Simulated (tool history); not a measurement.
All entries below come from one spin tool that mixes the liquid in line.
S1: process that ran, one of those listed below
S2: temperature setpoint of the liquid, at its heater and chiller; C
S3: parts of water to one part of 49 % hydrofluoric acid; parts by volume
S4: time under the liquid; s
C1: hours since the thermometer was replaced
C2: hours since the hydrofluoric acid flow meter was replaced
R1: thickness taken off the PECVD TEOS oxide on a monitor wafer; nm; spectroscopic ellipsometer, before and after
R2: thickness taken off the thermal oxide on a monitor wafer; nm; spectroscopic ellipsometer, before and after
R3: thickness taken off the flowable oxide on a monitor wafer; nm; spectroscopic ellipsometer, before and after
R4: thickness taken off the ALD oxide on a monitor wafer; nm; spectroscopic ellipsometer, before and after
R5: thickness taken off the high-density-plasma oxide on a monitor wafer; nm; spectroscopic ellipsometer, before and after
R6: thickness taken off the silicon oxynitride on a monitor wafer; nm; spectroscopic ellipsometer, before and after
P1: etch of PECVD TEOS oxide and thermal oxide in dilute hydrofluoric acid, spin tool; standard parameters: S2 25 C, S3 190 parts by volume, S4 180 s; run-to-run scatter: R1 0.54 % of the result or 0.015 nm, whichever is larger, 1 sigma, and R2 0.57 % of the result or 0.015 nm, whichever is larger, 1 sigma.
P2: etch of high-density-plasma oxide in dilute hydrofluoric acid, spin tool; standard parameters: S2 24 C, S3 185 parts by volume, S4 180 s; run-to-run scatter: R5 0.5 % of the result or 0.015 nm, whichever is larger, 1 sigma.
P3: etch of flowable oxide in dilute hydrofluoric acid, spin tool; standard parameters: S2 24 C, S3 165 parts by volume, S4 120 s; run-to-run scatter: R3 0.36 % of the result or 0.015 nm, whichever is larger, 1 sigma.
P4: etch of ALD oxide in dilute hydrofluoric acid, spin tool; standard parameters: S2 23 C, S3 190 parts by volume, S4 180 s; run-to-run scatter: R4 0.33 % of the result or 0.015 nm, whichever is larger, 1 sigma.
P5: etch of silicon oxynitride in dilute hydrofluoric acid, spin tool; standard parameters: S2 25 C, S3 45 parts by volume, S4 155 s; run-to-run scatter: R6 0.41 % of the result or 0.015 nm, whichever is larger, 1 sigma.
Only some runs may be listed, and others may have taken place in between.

run 1 hour=2.9 | S1=P1 S2=25 S3=190 S4=180 | C1=1444.2 C2=184.5 | R1=9.5048 R2=4.2354
run 2 hour=6.1 | S1=P3 S2=29.5 S3=165 S4=120 | C1=1447.4 C2=187.7 | R3=20.826
run 3 hour=11.7 | S1=P1 S2=25 S3=190 S4=65 | C1=1453 C2=193.3 | R1=3.3861 R2=1.4869
run 4 hour=14.7 | S1=P1 S2=25 S3=190 S4=180 | C1=1456 C2=196.3 | R1=9.4434 R2=4.1736
run 5 hour=20.3 | S1=P4 S2=23 S3=190 S4=70 | C1=1461.6 C2=201.9 | R4=4.3062
run 6 hour=26.1 | S1=P1 S2=20 S3=190 S4=180 | C1=1467.4 C2=207.7 | R1=7.7901 R2=3.5279
-- hour=28 thermometer replaced
run 7 hour=30.1 | S1=P4 S2=17 S3=190 S4=180 | C1=2.2 C2=211.7 | R4=8.7685
run 8 hour=35.4 | S1=P2 S2=31.5 S3=185 S4=180 | C1=7.5 C2=217 | R5=6.0912
run 9 hour=40.9 | S1=P2 S2=24 S3=185 S4=355 | C1=13 C2=222.5 | R5=9.1849
run 10 hour=44.7 | S1=P5 S2=25 S3=45 S4=230 | C1=16.8 C2=226.3 | R6=10.45
run 11 hour=50.7 | S1=P1 S2=25 S3=100 S4=20 | C1=22.8 C2=232.3 | R1=2.216 R2=1.0138
run 12 hour=53.9 | S1=P1 S2=25 S3=35 S4=180 | C1=26 C2=235.5 | R1=61.875 R2=27.702
run 13 hour=59.9 | S1=P3 S2=24 S3=165 S4=120 | C1=32 C2=241.5 | R3=17.065
run 14 hour=63.9 | S1=P1 S2=25 S3=315 S4=180 | C1=36 C2=245.5 | R1=4.9973 R2=2.2267
run 15 hour=69.1 | S1=P3 S2=24 S3=85 S4=120 | C1=41.2 C2=250.7 | R3=36.119
run 16 hour=73.4 | S1=P4 S2=23 S3=190 S4=180 | C1=45.5 C2=255 | R4=11.053
run 17 hour=76.4 | S1=P5 S2=25 S3=25 S4=155 | C1=48.5 C2=258 | R6=12.729
run 18 hour=81 | S1=P1 S2=25 S3=190 S4=180 | C1=53.1 C2=262.6 | R1=9.5036 R2=4.2536
run 19 hour=85.1 | S1=P1 S2=25 S3=190 S4=180 | C1=57.2 C2=266.7 | R1=9.4075 R2=4.2293
run 20 hour=90.6 | S1=P2 S2=24 S3=70 S4=180 | C1=62.7 C2=272.2 | R5=13.99
run 21 hour=96.2 | S1=P4 S2=23 S3=190 S4=180 | C1=68.3 C2=277.8 | R4=11.015
run 22 hour=101 | S1=P1 S2=18.5 S3=300 S4=180 | C1=73.1 C2=282.6 | R1=4.1912 R2=1.8777
run 23 hour=105.8 | S1=P2 S2=24 S3=185 S4=180 | C1=77.9 C2=287.4 | R5=4.6589
run 24 hour=108.6 | S1=P5 S2=19 S3=45 S4=155 | C1=80.7 C2=290.2 | R6=5.1858
run 25 hour=114.3 | S1=P1 S2=25 S3=190 S4=180 | C1=86.4 C2=295.9 | R1=9.4554 R2=4.272
run 26 hour=118.6 | S1=P3 S2=24 S3=165 S4=220 | C1=90.7 C2=300.2 | R3=31.166
run 27 hour=122.7 | S1=P3 S2=24 S3=165 S4=120 | C1=94.8 C2=304.3 | R3=17.004
run 28 hour=127.5 | S1=P5 S2=25 S3=45 S4=155 | C1=99.6 C2=309.1 | R6=6.9652
run 29 hour=132.4 | S1=P1 S2=33 S3=190 S4=180 | C1=104.5 C2=314 | R1=12.45 R2=5.5577
run 30 hour=138.1 | S1=P1 S2=25 S3=190 S4=290 | C1=110.2 C2=319.7 | R1=15.151 R2=6.854
run 31 hour=141.2 | S1=P4 S2=23 S3=345 S4=180 | C1=113.3 C2=322.8 | R4=5.1705
run 32 hour=147 | S1=P1 S2=25 S3=190 S4=180 | C1=119.1 C2=328.6 | R1=9.4409 R2=4.2299
run 33 hour=152.4 | S1=P1 S2=25 S3=190 S4=180 | C1=124.5 C2=334 | R1=9.4306 R2=4.2535
run 34 hour=156.2 | S1=P1 S2=25 S3=190 S4=180 | C1=128.3 C2=337.8 | R1=9.9332 R2=4.3815
run 35 hour=159.7 | S1=P1 S2=25 S3=190 S4=180 | C1=131.8 C2=341.3 | R1=9.9534 R2=4.438
run 36 hour=163.7 | S1=P1 S2=25 S3=190 S4=180 | C1=135.8 C2=345.3 | R1=10.059 R2=4.4842
run 37 hour=167.8 | S1=P1 S2=25 S3=190 S4=180 | C1=139.9 C2=349.4 | R1=10.128 R2=4.5714
run 38 hour=171.7 | S1=P1 S2=25 S3=190 S4=180 | C1=143.8 C2=353.3 | R1=10.245 R2=4.5522
run 39 hour=174.8 | S1=P1 S2=25 S3=190 S4=180 | C1=146.9 C2=356.4 | R1=10.264 R2=4.5954
run 40 hour=177.7 | S1=P1 S2=25 S3=190 S4=180 | C1=149.8 C2=359.3 | R1=10.17 R2=4.5394
run 41 hour=181.9 | S1=P1 S2=25 S3=190 S4=180 | C1=154 C2=363.5 | R1=10.255 R2=4.5802

Something has made what P1 gives creep away from where it was; the 2 causes below, each at its own stated size, fit the log equally well:
A: liquid hotter than its thermometer reads (K) = 2.32
B: hydrofluoric acid flow above the setpoint (%) = 7.25
The process output started creeping at around hour 152.4.

Each of the 4 check runs below uses one wafer; its results are left as question marks. Which run tells the causes apart?
run check 1 hour=186.1 | S1=P5 S2=25 S3=45 S4=155 | R6=?
run check 2 hour=186.1 | S1=P3 S2=24 S3=165 S4=120 | R3=?
run check 3 hour=186.1 | S1=P4 S2=23 S3=190 S4=180 | R4=?
run check 4 hour=186.1 | S1=P2 S2=24 S3=185 S4=180 | R5=?

What each check would give under each cause:
check=check_1 result=R6 if_A=7.8185 if_B=7.5174
check=check_2 result=R3 if_A=18.546 if_B=18.469
check=check_3 result=R4 if_A=12.015 if_B=11.986
check=check_4 result=R5 if_A=5.0657 if_B=5.057
Gap, in per cent, between the two causes that each check separates least, read from the result that separates them most: check 1 3.93 %; check 2 0.42 %; check 3 0.24 %; check 4 0.17 %
The causes can be told apart only by check 1. The other checks would give nearly the same results under each of them.

The results of check 1 are: R6 7.521 nm. Based on these, which of the listed causes is it?

It was cause B: hydrofluoric acid flow above the setpoint (%).
